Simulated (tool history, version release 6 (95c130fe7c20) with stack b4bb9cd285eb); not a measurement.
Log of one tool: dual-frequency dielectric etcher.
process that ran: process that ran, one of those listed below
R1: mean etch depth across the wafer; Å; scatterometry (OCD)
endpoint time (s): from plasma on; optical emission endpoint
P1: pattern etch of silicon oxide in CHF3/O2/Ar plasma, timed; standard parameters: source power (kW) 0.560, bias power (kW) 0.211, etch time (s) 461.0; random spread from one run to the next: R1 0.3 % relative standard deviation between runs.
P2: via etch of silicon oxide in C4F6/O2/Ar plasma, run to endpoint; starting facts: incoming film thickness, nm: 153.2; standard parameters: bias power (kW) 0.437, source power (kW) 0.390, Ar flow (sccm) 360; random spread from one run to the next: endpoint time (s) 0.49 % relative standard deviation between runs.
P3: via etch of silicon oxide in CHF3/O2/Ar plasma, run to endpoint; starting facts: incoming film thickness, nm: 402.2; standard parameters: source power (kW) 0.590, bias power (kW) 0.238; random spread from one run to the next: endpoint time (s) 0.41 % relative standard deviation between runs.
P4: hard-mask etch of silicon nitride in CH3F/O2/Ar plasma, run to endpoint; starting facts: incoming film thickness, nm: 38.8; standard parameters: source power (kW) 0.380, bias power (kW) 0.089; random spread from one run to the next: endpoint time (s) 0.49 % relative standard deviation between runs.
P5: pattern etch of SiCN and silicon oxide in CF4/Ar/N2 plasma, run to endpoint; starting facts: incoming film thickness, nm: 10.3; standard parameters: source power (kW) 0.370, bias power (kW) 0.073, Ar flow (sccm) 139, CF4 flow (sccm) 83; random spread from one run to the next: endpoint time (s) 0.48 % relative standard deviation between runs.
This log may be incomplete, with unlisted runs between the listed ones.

Run 1, hour 7.7: process that ran P1, source power (kW) 0.560, bias power (kW) 0.211, etch time (s) 461.0. Result: R1 9390.9 Å.
Run 2, hour 17.7: process that ran P5, source power (kW) 0.370, bias power (kW) 0.073, Ar flow (sccm) 82, CF4 flow (sccm) 83. Result: endpoint time (s) 13.534.
Run 3, hour 24.8: process that ran P1, source power (kW) 0.560, bias power (kW) 0.211, etch time (s) 253.5. Result: R1 5155.1 Å.
Run 4, hour 33.6: process that ran P1, source power (kW) 0.660, bias power (kW) 0.211, etch time (s) 461.0. Result: R1 9985.3 Å.
Run 5, hour 39.7: process that ran P2, source power (kW) 0.390, bias power (kW) 0.437, Ar flow (sccm) 430. Result: endpoint time (s) 37.446.
Run 6, hour 48.7: process that ran P2, source power (kW) 0.390, bias power (kW) 0.548, Ar flow (sccm) 360. Result: endpoint time (s) 33.550.
Run 7, hour 60.4: process that ran P5, source power (kW) 0.370, bias power (kW) 0.092, Ar flow (sccm) 139, CF4 flow (sccm) 83. Result: endpoint time (s) 13.559.
Run 8, hour 73.2: process that ran P1, source power (kW) 0.560, bias power (kW) 0.211, etch time (s) 461.0. Result: R1 9438.6 Å.
Run 9, hour 79.4: process that ran P3, source power (kW) 0.590, bias power (kW) 0.238. Result: endpoint time (s) 180.570.
Run 10, hour 89.0: process that ran P4, source power (kW) 0.380, bias power (kW) 0.089. Result: endpoint time (s) 54.542.
Run 11, hour 99.9: process that ran P1, source power (kW) 0.560, bias power (kW) 0.211, etch time (s) 461.0. Result: R1 9401.1 Å.
Run 12, hour 105.7: process that ran P4, source power (kW) 0.380, bias power (kW) 0.089. Result: endpoint time (s) 54.421.
Run 13, hour 115.6: process that ran P1, source power (kW) 0.350, bias power (kW) 0.211, etch time (s) 461.0. Result: R1 7897.3 Å.
Run 14, hour 125.1: process that ran P5, source power (kW) 0.370, bias power (kW) 0.073, Ar flow (sccm) 139, CF4 flow (sccm) 111. Result: endpoint time (s) 14.099.
Run 15, hour 135.7: process that ran P4, source power (kW) 0.540, bias power (kW) 0.089. Result: endpoint time (s) 47.224.
Run 16, hour 143.9: process that ran P3, source power (kW) 0.760, bias power (kW) 0.238. Result: endpoint time (s) 163.050.
Run 17, hour 154.6: process that ran P1, source power (kW) 0.560, bias power (kW) 0.279, etch time (s) 461.0. Result: R1 10404.0 Å.
Run 18, hour 164.9: process that ran P1, source power (kW) 0.560, bias power (kW) 0.211, etch time (s) 461.0. Result: R1 9413.1 Å.
At hour 170.8: bias power generator calibrated.
Run 19, hour 175.1: process that ran P1, source power (kW) 0.560, bias power (kW) 0.211, etch time (s) 461.0. Result: R1 9412.6 Å.
Run 20, hour 181.4: process that ran P2, source power (kW) 0.390, bias power (kW) 0.437, Ar flow (sccm) 360. Result: endpoint time (s) 36.676.
Run 21, hour 190.6: process that ran P4, source power (kW) 0.380, bias power (kW) 0.114. Result: endpoint time (s) 49.187.
Run 22, hour 197.7: process that ran P1, source power (kW) 0.560, bias power (kW) 0.211, etch time (s) 588.0. Result: R1 11981.0 Å.
Run 23, hour 204.6: process that ran P1, source power (kW) 0.560, bias power (kW) 0.164, etch time (s) 461.0. Result: R1 8627.9 Å.
Run 24, hour 211.6: process that ran P1, source power (kW) 0.780, bias power (kW) 0.211, etch time (s) 637.5. Result: R1 14762.0 Å.
Run 25, hour 218.0: process that ran P2, source power (kW) 0.460, bias power (kW) 0.437, Ar flow (sccm) 360. Result: endpoint time (s) 34.504.
Run 26, hour 230.6: process that ran P1, source power (kW) 0.710, bias power (kW) 0.130, etch time (s) 461.0. Result: R1 8752.8 Å.
Run 27, hour 240.3: process that ran P3, source power (kW) 0.590, bias power (kW) 0.238. Result: endpoint time (s) 179.370.
Run 28, hour 249.4: process that ran P5, source power (kW) 0.370, bias power (kW) 0.073, Ar flow (sccm) 139, CF4 flow (sccm) 83. Result: endpoint time (s) 14.780.
Run 29, hour 261.4: process that ran P3, source power (kW) 0.590, bias power (kW) 0.293. Result: endpoint time (s) 165.420.
Run 30, hour 274.5: process that ran P5, source power (kW) 0.370, bias power (kW) 0.073, Ar flow (sccm) 139, CF4 flow (sccm) 83. Result: endpoint time (s) 14.662.
Run 31, hour 280.4: process that ran P2, source power (kW) 0.390, bias power (kW) 0.437, Ar flow (sccm) 360. Result: endpoint time (s) 36.789.
Run 32, hour 291.7: process that ran P5, source power (kW) 0.300, bias power (kW) 0.073, Ar flow (sccm) 139, CF4 flow (sccm) 83. Result: endpoint time (s) 17.775.
Run 33, hour 301.1: process that ran P1, source power (kW) 0.560, bias power (kW) 0.211, etch time (s) 461.0. Result: R1 9422.6 Å.
Run 34, hour 313.4: process that ran P1, source power (kW) 0.560, bias power (kW) 0.211, etch time (s) 461.0. Result: R1 9479.9 Å.
Run 35, hour 324.8: process that ran P1, source power (kW) 0.560, bias power (kW) 0.211, etch time (s) 461.0. Result: R1 9492.7 Å.
Run 36, hour 333.4: process that ran P1, source power (kW) 0.560, bias power (kW) 0.211, etch time (s) 461.0. Result: R1 9573.8 Å.
At hour 337.6: wet clean of the chamber.
Run 37, hour 339.2: process that ran P1, source power (kW) 0.560, bias power (kW) 0.211, etch time (s) 461.0. Result: R1 9570.6 Å.
Run 38, hour 348.9: process that ran P1, source power (kW) 0.560, bias power (kW) 0.211, etch time (s) 461.0. Result: R1 9487.0 Å.

Run 39 has not been measured yet. What should we expect?
Run 39, hour 357.0: process that ran P1, source power (kW) 0.560, bias power (kW) 0.211, etch time (s) 461.0. Result: R1 ?.

{"run 39": {"R1": 9550.4}}
